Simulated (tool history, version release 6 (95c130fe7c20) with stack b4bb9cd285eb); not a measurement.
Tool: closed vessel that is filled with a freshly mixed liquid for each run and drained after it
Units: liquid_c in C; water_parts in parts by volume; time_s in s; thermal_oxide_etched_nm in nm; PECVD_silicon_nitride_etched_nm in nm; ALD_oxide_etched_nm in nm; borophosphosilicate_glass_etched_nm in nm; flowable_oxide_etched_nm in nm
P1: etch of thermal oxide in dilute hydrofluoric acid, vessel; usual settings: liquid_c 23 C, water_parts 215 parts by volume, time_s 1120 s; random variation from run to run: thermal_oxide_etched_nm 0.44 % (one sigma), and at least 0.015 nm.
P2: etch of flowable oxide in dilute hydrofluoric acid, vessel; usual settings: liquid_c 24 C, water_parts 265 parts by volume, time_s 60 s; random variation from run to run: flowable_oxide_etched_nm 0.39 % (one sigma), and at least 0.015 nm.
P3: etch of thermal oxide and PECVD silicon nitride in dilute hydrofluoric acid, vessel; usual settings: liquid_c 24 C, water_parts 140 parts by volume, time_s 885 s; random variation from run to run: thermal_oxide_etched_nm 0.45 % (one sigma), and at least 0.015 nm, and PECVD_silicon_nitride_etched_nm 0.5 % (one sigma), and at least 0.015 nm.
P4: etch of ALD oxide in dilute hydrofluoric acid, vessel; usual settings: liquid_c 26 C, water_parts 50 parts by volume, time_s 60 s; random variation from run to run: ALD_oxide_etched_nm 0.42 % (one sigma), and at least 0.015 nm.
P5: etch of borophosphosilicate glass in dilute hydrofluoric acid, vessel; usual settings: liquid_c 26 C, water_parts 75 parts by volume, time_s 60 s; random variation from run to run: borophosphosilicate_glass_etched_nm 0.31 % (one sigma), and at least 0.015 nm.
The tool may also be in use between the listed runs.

run   hour  process  liquid_c  water_parts  time_s  hours since the thermometer was replaced  hours since the hydrofluoric acid flow meter was replaced  thermal_oxide_etched_nm  PECVD_silicon_nitride_etched_nm  ALD_oxide_etched_nm  borophosphosilicate_glass_etched_nm  flowable_oxide_etched_nm
  1      4       P1        23          215    1120                                    1479.7                                                      235.2                   21.898
  2      7       P1        23          215    1120                                    1482.7                                                      238.2                    22.17
  3   11.6       P1        23          215    1120                                    1487.3                                                      242.8                   22.093
  4   17.2       P1        23          215    1120                                    1492.9                                                      248.4                   22.023
  5   20.3       P3        24          140     885                                      1496                                                      251.5                   26.931                            17.28
  6   26.2       P1        23          215    1935                                    1501.9                                                      257.4                   38.182
  7   30.6       P4        26           80      60                                    1506.3                                                      261.8                                                                         17.686
  8   34.8       P1        23          100    1120                                    1510.5                                                        266                   53.886
  9   39.5       P4      20.5           50      60                                    1515.2                                                      270.7                                                                         23.663
 10   45.9       P4        26           50      60                                    1521.6                                                      277.1                                                                         29.521
 11   52.3       P5        26           75      95                                      1528                                                      283.5                                                                                                              93.798
 12   57.1       P3        24           25     885                                    1532.8                                                      288.3                   176.59                           94.832
 13   61.7       P1      29.5           75    1120                                    1537.4                                                      292.9                   96.416
 14   65.1       P1        23          345    1120                                    1540.8                                                      296.3                   12.208
 15   68.5       P1        31          215    1120                                    1544.2                                                      299.7                   29.445
 16   74.1       P1        23          215     590                                    1549.8                                                      305.3                   11.576
 17   80.7       P3        24          140    1300                                    1556.4                                                      311.9                   39.826                           25.556
 18   86.5       P1        17          215    1120                                    1562.2                                                      317.7                   17.539
 19   92.7       P5        26           75      60                                    1568.4                                                      323.9                                                                                                              59.422
 20   99.1       P2        17          265      60                                    1574.8                                                      330.3                                                                                                                                        5.4924
 21  104.2       P5        26          105      60                                    1579.9                                                      335.4                                                                                                               40.72
 22  110.4       P3      31.5          140     885                                    1586.1                                                      341.6                   35.988                            27.84
 23  114.9       P4        26           50      60                                    1590.6                                                      346.1                                                                         29.677
 24  119.3       P5        26           75      60                                      1595                                                      350.5                                                                                                              59.037
 25  124.4       P1        17          120    1120                                    1600.1                                                      355.6                   34.082
 26  129.6       P2        24          120      60                                    1605.3                                                      360.8                                                                                                                                        18.298
 27    134       P2        24          265      60                                    1609.7                                                      365.2                                                                                                                                        7.0946
 28  137.3       P5        33           75      60                                      1613                                                      368.5                                                                                                               77.29
 29  141.6       P2        24          265      60                                    1617.3                                                      372.8                                                                                                                                        7.1464
 30  144.9       P2        24          265      30                                    1620.6                                                      376.1                                                                                                                                        3.5669
 31  148.1       P4        26           50      30                                    1623.8                                                      379.3                                                                          14.88
 32  150.9       P1        23          215    1120                                    1626.6                                                      382.1                   22.034
 33  153.9       P1        23          215    1120                                    1629.6                                                      385.1                   22.111
 34  159.3       P1        23          215    1120                                      1635                                                      390.5                   22.053
 35  163.4       P1        23          215    1120                                    1639.1                                                      394.6                   22.053
 36  169.1       P1        23          215    1120                                    1644.8                                                      400.3                   22.387
 37  174.1       P1        23          215    1120                                    1649.8                                                      405.3                   22.845
 38  177.4       P1        23          215    1120                                    1653.1                                                      408.6                    23.13
 39  183.5       P1        23          215    1120                                    1659.2                                                      414.7                   23.004
 40  186.6       P1        23          215    1120                                    1662.3                                                      417.8                   23.092
 41  192.8       P1        23          215    1120                                    1668.5                                                        424                   23.253
 42  196.7       P1        23          215    1120                                    1672.4                                                      427.9                   23.206
 43  202.6       P1        23          215    1120                                    1678.3                                                      433.8                     23.3
 44  208.9       P1        23          215    1120                                    1684.6                                                      440.1                    23.27

What P1 gives has crept away from where it was. These 2 causes fit the log equally well, each at the size given:
A: hydrofluoric acid flow above the setpoint (%) = 4.68
B: liquid hotter than its thermometer reads (K) = 1.52
The creep began at about hour 163.4.

4 check runs are offered, one wafer each, their results left as question marks. Which one tells the causes apart?
check 1  215.2       P3      30.5          140    1295                                                                                                                             ?                                ?
check 2  215.2       P2        17          265      60                                                                                                                                                                                                                                                  ?
check 3  215.2       P4        26           70      40                                                                                                                                                                                   ?
check 4  215.2       P5      32.5           75      60                                                                                                                                                                                                                        ?

What each check would give under each cause:
  check                               result    if A    if B
check 1              thermal_oxide_etched_nm  53.394  53.404
check 1      PECVD_silicon_nitride_etched_nm   40.28  42.178
check 2             flowable_oxide_etched_nm  5.8242  5.8363
check 3                  ALD_oxide_etched_nm  14.446  14.594
check 4  borophosphosilicate_glass_etched_nm  79.819  80.275
How far apart the two closest causes lie, in the result that separates them most: check 1 4.6 %; check 2 0.21 %; check 3 1.02 %; check 4 0.57 %
Check 1 tells the causes apart: in the others they would give nearly the same result.

Then check 1 was run and gave: thermal_oxide_etched_nm 53.052 nm; PECVD_silicon_nitride_etched_nm 40.076 nm. Which cause is it?

It is A: hydrofluoric acid flow above the setpoint (%).
